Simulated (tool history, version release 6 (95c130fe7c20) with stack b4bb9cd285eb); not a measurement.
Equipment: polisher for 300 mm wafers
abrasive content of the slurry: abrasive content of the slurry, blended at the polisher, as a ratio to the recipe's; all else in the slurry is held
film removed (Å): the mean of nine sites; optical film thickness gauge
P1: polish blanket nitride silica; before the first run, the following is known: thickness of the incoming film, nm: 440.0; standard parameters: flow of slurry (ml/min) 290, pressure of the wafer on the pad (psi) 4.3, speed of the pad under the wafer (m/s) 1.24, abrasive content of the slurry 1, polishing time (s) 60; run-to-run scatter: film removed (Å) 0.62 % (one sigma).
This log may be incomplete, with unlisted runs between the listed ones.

run	hour	flow of slurry (ml/min)	pressure of the wafer on the pad (psi)	speed of the pad under the wafer (m/s)	abrasive content of the slurry	polishing time (s)	wafers polished on this pad	hours since the slurry nozzle was cleaned	hours since the head pressure was calibrated	hours since the slurry blender was calibrated	hours since the conditioning disc was replaced	film removed (Å)
1	7.8	290	4.3	1.24	1	60	387	445.7	136.7	48.3	39.9	660.96
2	17.9	175	4.3	0.66	1	60	466	455.8	146.8	58.4	50	377.05
3	25.2	290	4.3	1.24	1	28	524	463.1	154.1	65.7	57.3	309.42
4	33.6	175	4.3	1.24	1	60	590	471.5	162.5	74.1	65.7	622.64
5	42.1	290	4.3	0.56	1	60	657	480	171	82.6	74.2	349.64
6	50.5	290	4.3	1.24	1	60	723	488.4	179.4	91	82.6	667.54
7	56.2	290	2	1.24	1	60	768	494.1	185.1	96.7	88.3	306.71
8	64	290	4.3	1.24	1	60	830	501.9	192.9	104.5	96.1	664.17
9	71.1	290	4.3	1.24	1	95	886	509	200	111.6	103.2	1052.7
10	76.4	290	4.3	1.78	1	60	928	514.3	205.3	116.9	108.5	883.14
11	87	290	4.3	1.24	1	60	1011	524.9	215.9	127.5	119.1	665.43
12	97.8	290	4.3	1.24	0.6	60	1097	535.7	226.7	138.3	129.9	514.03
13	105.1	290	4.3	1.24	1.25	60	1154	543	234	145.6	137.2	734.3
14	116	290	5.9	1.24	1.45	60	1240	553.9	244.9	156.5	148.1	1055.1
15	123.9	365	4.3	1.24	1	60	1302	561.8	252.8	164.4	156	681.29
16	132.2	290	4.3	1.24	1	60	1368	570.1	261.1	172.7	164.3	661.84
17	137.7	395	4.3	1.24	0.6	60	1411	575.6	266.6	178.2	169.8	520.71
18	144.8	290	5.9	1.24	1	60	1467	582.7	273.7	185.3	176.9	922.59
19	156	290	4.3	1.24	1	60	1556	593.9	284.9	196.5	188.1	670.09
20	165.6	290	4.3	1.24	1	60	1631	603.5	294.5	206.1	197.7	656.34
21	175.8	290	4.3	1.24	1	60	1712	613.7	304.7	216.3	207.9	621.36
22	186.3	290	4.3	1.24	1	60	1795	624.2	315.2	226.8	218.4	597.92
23	192.6	290	4.3	1.24	1	60	1844	630.5	321.5	233.1	224.7	589.61
# hour 197.6: head pressure recalibrated
24	202.7	290	4.3	1.24	1	60	1924	640.6	5.2	243.2	234.8	579.56
# hour 208.7: conditioning disc replaced and pad reconditioned
25	212.4	290	4.3	1.24	1	60	2000	650.3	14.9	252.9	3.8	578.04

What will run 26 give?
26	222	290	4.3	1.24	1	60	2076	659.9	24.5	262.5	13.4	?

Logged for run 26: film removed (Å) 575.61.
